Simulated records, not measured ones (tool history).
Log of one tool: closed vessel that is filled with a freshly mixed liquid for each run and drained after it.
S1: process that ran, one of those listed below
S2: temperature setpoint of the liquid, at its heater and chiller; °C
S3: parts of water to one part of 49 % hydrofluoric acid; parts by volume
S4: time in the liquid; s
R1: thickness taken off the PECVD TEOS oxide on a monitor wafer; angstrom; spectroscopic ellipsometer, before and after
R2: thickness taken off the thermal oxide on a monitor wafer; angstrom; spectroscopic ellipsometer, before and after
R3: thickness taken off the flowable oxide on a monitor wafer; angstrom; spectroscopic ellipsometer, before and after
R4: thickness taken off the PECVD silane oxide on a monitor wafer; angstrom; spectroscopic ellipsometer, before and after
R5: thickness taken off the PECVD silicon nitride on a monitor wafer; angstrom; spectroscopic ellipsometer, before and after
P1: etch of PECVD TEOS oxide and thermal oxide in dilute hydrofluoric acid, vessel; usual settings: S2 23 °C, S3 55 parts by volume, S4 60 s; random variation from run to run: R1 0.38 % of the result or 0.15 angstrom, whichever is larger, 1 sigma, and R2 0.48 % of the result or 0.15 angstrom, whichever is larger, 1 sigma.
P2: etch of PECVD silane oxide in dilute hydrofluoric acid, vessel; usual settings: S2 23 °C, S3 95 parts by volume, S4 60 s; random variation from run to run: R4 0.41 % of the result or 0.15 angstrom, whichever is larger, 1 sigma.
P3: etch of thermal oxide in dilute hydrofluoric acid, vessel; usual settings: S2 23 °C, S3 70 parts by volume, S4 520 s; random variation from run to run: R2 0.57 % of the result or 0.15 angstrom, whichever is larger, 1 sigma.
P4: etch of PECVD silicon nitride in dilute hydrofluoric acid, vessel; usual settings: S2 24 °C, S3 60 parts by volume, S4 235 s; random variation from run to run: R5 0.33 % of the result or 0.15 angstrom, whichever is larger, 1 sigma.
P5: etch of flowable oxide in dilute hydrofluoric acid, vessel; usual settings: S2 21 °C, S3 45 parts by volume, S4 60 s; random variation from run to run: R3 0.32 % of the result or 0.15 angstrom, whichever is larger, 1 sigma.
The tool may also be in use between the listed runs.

{"run": 1, "hour": 10.1, "S1": "P1", "S2": 23, "S3": 55, "S4": 60, "R1": 96.797, "R2": 53.793}
{"run": 2, "hour": 21.5, "S1": "P1", "S2": 23, "S3": 55, "S4": 60, "R1": 96.472, "R2": 53.515}
{"run": 3, "hour": 27.4, "S1": "P5", "S2": 21, "S3": 45, "S4": 30, "R3": 252.88}
{"run": 4, "hour": 38.1, "S1": "P5", "S2": 21, "S3": 45, "S4": 60, "R3": 509.62}
{"run": 5, "hour": 45.2, "S1": "P5", "S2": 17, "S3": 45, "S4": 60, "R3": 427.51}
{"run": 6, "hour": 51.2, "S1": "P1", "S2": 23, "S3": 55, "S4": 60, "R1": 96.357, "R2": 53.73}
{"run": 7, "hour": 63.6, "S1": "P1", "S2": 23, "S3": 55, "S4": 60, "R1": 96.273, "R2": 53.618}
{"run": 8, "hour": 70.5, "S1": "P2", "S2": 23, "S3": 35, "S4": 60, "R4": 300.98}
{"run": 9, "hour": 80.0, "S1": "P1", "S2": 17, "S3": 55, "S4": 60, "R1": 74.41, "R2": 41.58}
{"run": 10, "hour": 91.4, "S1": "P1", "S2": 23, "S3": 90, "S4": 60, "R1": 56.492, "R2": 31.252}
{"run": 11, "hour": 103.0, "S1": "P1", "S2": 23, "S3": 55, "S4": 95, "R1": 151.79, "R2": 85.5}
{"run": 12, "hour": 115.0, "S1": "P4", "S2": 24, "S3": 20, "S4": 235, "R5": 242.69}
{"run": 13, "hour": 122.4, "S1": "P1", "S2": 28, "S3": 55, "S4": 60, "R1": 117.94, "R2": 65.525}
{"run": 14, "hour": 129.8, "S1": "P1", "S2": 23, "S3": 55, "S4": 30, "R1": 48.187, "R2": 26.986}
{"run": 15, "hour": 136.0, "S1": "P3", "S2": 23, "S3": 70, "S4": 775, "R2": 516.21}
{"run": 16, "hour": 146.7, "S1": "P2", "S2": 23, "S3": 95, "S4": 60, "R4": 103.14}
{"run": 17, "hour": 156.0, "S1": "P4", "S2": 24, "S3": 60, "S4": 350, "R5": 122.96}
{"run": 18, "hour": 166.6, "S1": "P3", "S2": 28, "S3": 70, "S4": 520, "R2": 420.4}
{"run": 19, "hour": 173.0, "S1": "P4", "S2": 17, "S3": 60, "S4": 235, "R5": 51.627}
{"run": 20, "hour": 182.1, "S1": "P1", "S2": 23, "S3": 80, "S4": 100, "R1": 107.64, "R2": 59.849}

The next listed run, before its measurement:
{"run": 21, "hour": 193.9, "S1": "P3", "S2": 23, "S3": 35, "S4": 520, "R2": "?"}

{"run 21": {"R2": 723.49}}
